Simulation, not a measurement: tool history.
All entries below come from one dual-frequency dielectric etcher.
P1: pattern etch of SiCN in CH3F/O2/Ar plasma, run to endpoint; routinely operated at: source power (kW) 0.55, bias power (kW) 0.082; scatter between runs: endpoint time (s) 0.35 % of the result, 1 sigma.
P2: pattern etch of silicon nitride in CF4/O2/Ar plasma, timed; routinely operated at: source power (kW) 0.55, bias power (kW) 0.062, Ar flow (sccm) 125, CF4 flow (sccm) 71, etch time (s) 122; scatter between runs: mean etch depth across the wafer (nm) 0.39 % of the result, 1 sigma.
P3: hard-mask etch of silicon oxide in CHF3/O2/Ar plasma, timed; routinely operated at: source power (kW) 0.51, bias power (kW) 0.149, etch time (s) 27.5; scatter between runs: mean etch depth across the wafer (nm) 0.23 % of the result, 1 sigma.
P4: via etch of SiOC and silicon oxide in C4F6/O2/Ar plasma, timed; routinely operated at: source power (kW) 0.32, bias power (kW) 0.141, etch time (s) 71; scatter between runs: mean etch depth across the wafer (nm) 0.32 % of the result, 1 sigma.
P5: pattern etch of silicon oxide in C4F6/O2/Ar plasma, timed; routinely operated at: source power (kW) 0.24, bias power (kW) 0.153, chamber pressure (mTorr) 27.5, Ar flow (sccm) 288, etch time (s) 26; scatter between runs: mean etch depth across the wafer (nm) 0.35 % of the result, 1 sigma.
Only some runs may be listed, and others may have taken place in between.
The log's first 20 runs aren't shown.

run   hour  process that ran  source power (kW)  bias power (kW)  etch time (s)  Ar flow (sccm)  CF4 flow (sccm)  chamber pressure (mTorr)  endpoint time (s)  mean etch depth across the wafer (nm)
 21   90.2                P1               0.39            0.082                                                                                        18.71
 22   95.1                P2               0.55            0.062             67             125               71                                                                              142.99
 23  100.3                P5               0.24            0.153             26             210                                       27.5                                                    66.786
 24  103.7                P5               0.24            0.153           14.5             288                                       27.5                                                    35.954
 25  109.6                P5               0.24            0.184             26             288                                       27.5                                                    68.412
 26    114                P2               0.76            0.062            122             125               71                                                                              347.57
 27    117                P5               0.32            0.153             26             288                                       27.5                                                    71.666
 28  121.2                P1               0.55            0.082                                                                                       16.477
 29    127                P3               0.51            0.149           27.5                                                                                                               48.151
 30  129.8                P3               0.51            0.095           27.5                                                                                                               41.801
 31  133.9                P1               0.72            0.082                                                                                       14.849
 32  138.1                P4               0.32            0.141           94.5                                                                                                               91.592
 33    144                P2               0.55            0.062            122              74               71                                                                              279.28
 34  150.3                P5               0.24            0.153             26             288                                       27.5                                                    64.372

Expected results for the next run?
 35  156.5                P1               0.55            0.082                                                                                            ?

Run 35 gave endpoint time (s) 16.477.
